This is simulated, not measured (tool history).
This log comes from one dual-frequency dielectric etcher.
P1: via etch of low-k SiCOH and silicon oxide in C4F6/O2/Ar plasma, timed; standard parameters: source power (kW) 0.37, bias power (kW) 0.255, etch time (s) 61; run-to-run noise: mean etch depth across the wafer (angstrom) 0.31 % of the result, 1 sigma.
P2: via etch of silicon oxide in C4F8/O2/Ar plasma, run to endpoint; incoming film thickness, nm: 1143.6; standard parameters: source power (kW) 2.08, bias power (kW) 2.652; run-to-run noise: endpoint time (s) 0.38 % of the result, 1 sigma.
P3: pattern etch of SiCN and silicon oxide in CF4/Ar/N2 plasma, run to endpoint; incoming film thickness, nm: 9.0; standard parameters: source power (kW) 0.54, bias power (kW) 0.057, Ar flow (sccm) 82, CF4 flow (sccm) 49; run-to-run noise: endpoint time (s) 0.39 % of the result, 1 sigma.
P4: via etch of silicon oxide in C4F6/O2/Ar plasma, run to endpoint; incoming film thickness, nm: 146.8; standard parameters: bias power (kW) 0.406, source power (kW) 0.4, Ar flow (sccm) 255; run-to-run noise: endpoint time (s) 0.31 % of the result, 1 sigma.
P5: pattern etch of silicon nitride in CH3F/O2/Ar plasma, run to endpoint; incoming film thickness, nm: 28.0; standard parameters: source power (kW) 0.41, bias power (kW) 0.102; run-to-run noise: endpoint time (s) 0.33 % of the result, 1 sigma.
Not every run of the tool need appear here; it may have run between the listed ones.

run,hour,process that ran,source power (kW),bias power (kW),etch time (s),Ar flow (sccm),CF4 flow (sccm),hours since the last wet clean,hours since the last source power generator calibration,hours since the last bias power generator calibration,mean etch depth across the wafer (angstrom),endpoint time (s)
1,9,P1,0.37,0.255,61,,,126,1254.1,1455,1741.7,
2,16.2,P1,0.37,0.355,61,,,133.2,1261.3,1462.2,1955,
3,22.9,P4,0.4,0.406,,255,,139.9,1268,1468.9,,34.923
4,34,P4,0.48,0.406,,255,,151,1279.1,1480,,32.684
5,45.3,P5,0.25,0.102,,,,162.3,1290.4,1491.3,,42.741
6,55.9,P1,0.37,0.159,61,,,172.9,1301,1501.9,1503.8,
7,61.7,P1,0.23,0.174,61,,,178.7,1306.8,1507.7,1272.2,
8,71,P3,0.54,0.072,,82,49,188,1316.1,1517,,9.2452
9,76.8,P1,0.37,0.255,42.5,,,193.8,1321.9,1522.8,1211.2,
10,85,P3,0.54,0.057,,109,49,202,1330.1,1531,,10.499
11,91.5,P1,0.37,0.255,61,,,208.5,1336.6,1537.5,1749.1,
12,97.1,P1,0.29,0.255,61,,,214.1,1342.2,1543.1,1588.8,
13,107.8,P1,0.37,0.255,61,,,224.8,1352.9,1553.8,1735.2,
14,117.9,P1,0.44,0.255,61,,,234.9,1363,1563.9,1861.1,
15,128.7,P2,2.08,2.652,,,,245.7,1373.8,1574.7,,207.86
16,140.3,P3,0.54,0.057,,82,49,257.3,1385.4,1586.3,,9.9375
17,146.1,P1,0.37,0.255,61,,,263.1,1391.2,1592.1,1739.9,
18,153,P5,0.41,0.064,,,,270,1398.1,1599,,41.844
19,163.4,P1,0.37,0.255,61,,,280.4,1408.5,1609.4,1734.6,
20,173.6,P4,0.4,0.548,,255,,290.6,1418.7,1619.6,,31.11
21,179.7,P1,0.37,0.255,61,,,296.7,1424.8,1625.7,1733.9,
22,191,P2,1.21,2.652,,,,308,1436.1,1637,,254.9
23,201.7,P2,2.08,3.635,,,,318.7,1446.8,1647.7,,186.04
24,213.4,P3,0.66,0.057,,82,49,330.4,1458.5,1659.4,,8.3417
25,222.7,P5,0.41,0.102,,,,339.7,1467.8,1668.7,,35.689
26,228.1,P3,0.54,0.057,,82,49,345.1,1473.2,1674.1,,10.035
27,239.6,P4,0.4,0.406,,156,,356.6,1484.7,1685.6,,33.073
28,251,P3,0.54,0.057,,82,61,368,1496.1,1697,,9.6111
29,260.8,P1,0.37,0.255,75,,,377.8,1505.9,1706.8,2144,
30,268.9,P1,0.37,0.255,61,,,385.9,1514,1714.9,1727.4,
31,276.9,P1,0.37,0.255,61,,,393.9,1522,1722.9,1750.1,
32,287.1,P1,0.37,0.255,61,,,404.1,1532.2,1733.1,1761.9,

For run 33, what comes out?
33,293.9,P1,0.37,0.255,61,,,410.9,1539,1739.9,?,

Run 33 came out at mean etch depth across the wafer (angstrom) 1772.9.
